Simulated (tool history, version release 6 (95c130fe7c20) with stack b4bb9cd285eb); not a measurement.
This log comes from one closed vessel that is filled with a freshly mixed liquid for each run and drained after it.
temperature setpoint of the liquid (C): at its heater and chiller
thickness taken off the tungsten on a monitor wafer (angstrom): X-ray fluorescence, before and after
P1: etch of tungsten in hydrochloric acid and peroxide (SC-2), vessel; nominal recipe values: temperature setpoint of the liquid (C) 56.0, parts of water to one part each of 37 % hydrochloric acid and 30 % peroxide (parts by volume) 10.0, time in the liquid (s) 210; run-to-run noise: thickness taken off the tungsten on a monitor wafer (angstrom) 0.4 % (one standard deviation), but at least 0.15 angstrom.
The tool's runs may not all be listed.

| run | day | temperature setpoint of the liquid (C) | parts of water to one part each of 37 % hydrochloric acid and 30 % peroxide (parts by volume) | time in the liquid (s) | hours since the thermometer was replaced | hours since the chemicals flow meter was replaced | hours since the drum of peroxide was connected | thickness taken off the tungsten on a monitor wafer (angstrom) |
|---|---|---|---|---|---|---|---|---|
| 1 | 0.612 | 56.0 | 10.0 | 210 | 1524.8 | 732.4 | 242.5 | 597.640 |
| 2 | 1.108 | 56.0 | 10.0 | 210 | 1536.7 | 744.3 | 254.4 | 593.850 |
| 3 | 1.546 | 56.0 | 10.0 | 210 | 1547.2 | 754.8 | 264.9 | 599.070 |
| 4 | 2.058 | 56.0 | 4.5 | 210 | 1559.5 | 767.1 | 277.2 | 1100.000 |
| 5 | 2.675 | 56.0 | 10.0 | 210 | 1574.3 | 781.9 | 292.0 | 596.860 |
| 6 | 3.033 | 56.0 | 16.0 | 210 | 1582.9 | 790.5 | 300.6 | 395.370 |
| 7 | 3.721 | 67.5 | 18.0 | 210 | 1599.4 | 807.0 | 317.1 | 728.370 |
| 8 | 4.392 | 56.0 | 10.0 | 210 | 1615.5 | 823.1 | 333.2 | 595.590 |
| 9 | 5.017 | 56.0 | 10.0 | 210 | 1630.5 | 838.1 | 348.2 | 595.240 |
| 10 | 5.446 | 56.0 | 14.0 | 65 | 1640.8 | 848.4 | 358.5 | 138.250 |
| 11 | 5.888 | 56.0 | 10.0 | 210 | 1651.4 | 859.0 | 369.1 | 596.140 |
| 12 | 6.446 | 56.0 | 10.0 | 395 | 1664.8 | 872.4 | 382.5 | 1115.300 |
| 13 | 6.762 | 56.0 | 10.0 | 30 | 1672.4 | 880.0 | 390.1 | 84.813 |
| 14 | 7.146 | 41.0 | 10.0 | 210 | 1681.6 | 889.2 | 399.3 | 216.700 |
| 15 | 7.600 | 66.5 | 10.0 | 210 | 1692.5 | 900.1 | 410.2 | 1144.000 |
| 16 | 8.046 | 56.0 | 14.0 | 350 | 1703.2 | 910.8 | 420.9 | 741.480 |
| 17 | 8.346 | 56.0 | 10.0 | 210 | 1710.4 | 918.0 | 428.1 | 598.460 |
| 18 | 8.679 | 56.0 | 10.0 | 210 | 1718.4 | 926.0 | 436.1 | 615.240 |
| 19 | 9.050 | 56.0 | 10.0 | 210 | 1727.3 | 934.9 | 445.0 | 629.090 |
| 20 | 9.571 | 56.0 | 10.0 | 210 | 1739.8 | 947.4 | 457.5 | 635.800 |
| 21 | 10.183 | 56.0 | 10.0 | 210 | 1754.5 | 962.1 | 472.2 | 644.200 |
| 22 | 10.662 | 56.0 | 10.0 | 210 | 1766.0 | 973.6 | 483.7 | 649.360 |
| 23 | 11.125 | 56.0 | 10.0 | 210 | 1777.1 | 984.7 | 494.8 | 649.420 |
| 24 | 11.654 | 56.0 | 10.0 | 210 | 1789.8 | 997.4 | 507.5 | 649.780 |

P1 has crept away from where it was. The log is fitted equally well by each of these 2 causes, at the sizes shown:
A: liquid hotter than its thermometer reads (K) = 1.4
B: chemicals flow above the setpoint (%) = 11.4
Onset of the creep was near day 8.346.
Other possible causes, and why each is ruled out:
peroxide weaker than its label (%): at most 8, which would move thickness taken off the tungsten on a monitor wafer (angstrom) by -7.4 %: too little, or the wrong way

Which of the check runs below tells the causes apart, meaning the causes would give it clearly different results? Each run uses 2 wafers whose results are averaged, and each result is shown as a question mark.
| check 1 | 12.183 | 48.0 | 4.5 | 210 |  |  |  | ? |
| check 2 | 12.183 | 46.5 | 10.0 | 210 |  |  |  | ? |
| check 3 | 12.183 | 56.0 | 10.0 | 30 |  |  |  | ? |
| check 4 | 12.183 | 56.0 | 10.0 | 390 |  |  |  | ? |

If the cause were each of the candidates in turn, the checks would give the following:
| check | result | if A | if B |
|---|---|---|---|
| check 1 | thickness taken off the tungsten on a monitor wafer (angstrom) | 713.730 | 699.220 |
| check 2 | thickness taken off the tungsten on a monitor wafer (angstrom) | 349.510 | 347.460 |
| check 3 | thickness taken off the tungsten on a monitor wafer (angstrom) | 93.124 | 93.078 |
| check 4 | thickness taken off the tungsten on a monitor wafer (angstrom) | 1210.600 | 1210.000 |
How far apart the two closest causes lie, in the result that separates them most: check 1 2.05 %; check 2 0.59 %; check 3 0.05 %; check 4 0.05 %
The other checks would show nearly matching results whichever cause is true, so check 1 is the only one that separates the causes.

Check 1 was then run and gave: thickness taken off the tungsten on a monitor wafer (angstrom) 711.240. Which cause is it?

A is the cause: liquid hotter than its thermometer reads (K).

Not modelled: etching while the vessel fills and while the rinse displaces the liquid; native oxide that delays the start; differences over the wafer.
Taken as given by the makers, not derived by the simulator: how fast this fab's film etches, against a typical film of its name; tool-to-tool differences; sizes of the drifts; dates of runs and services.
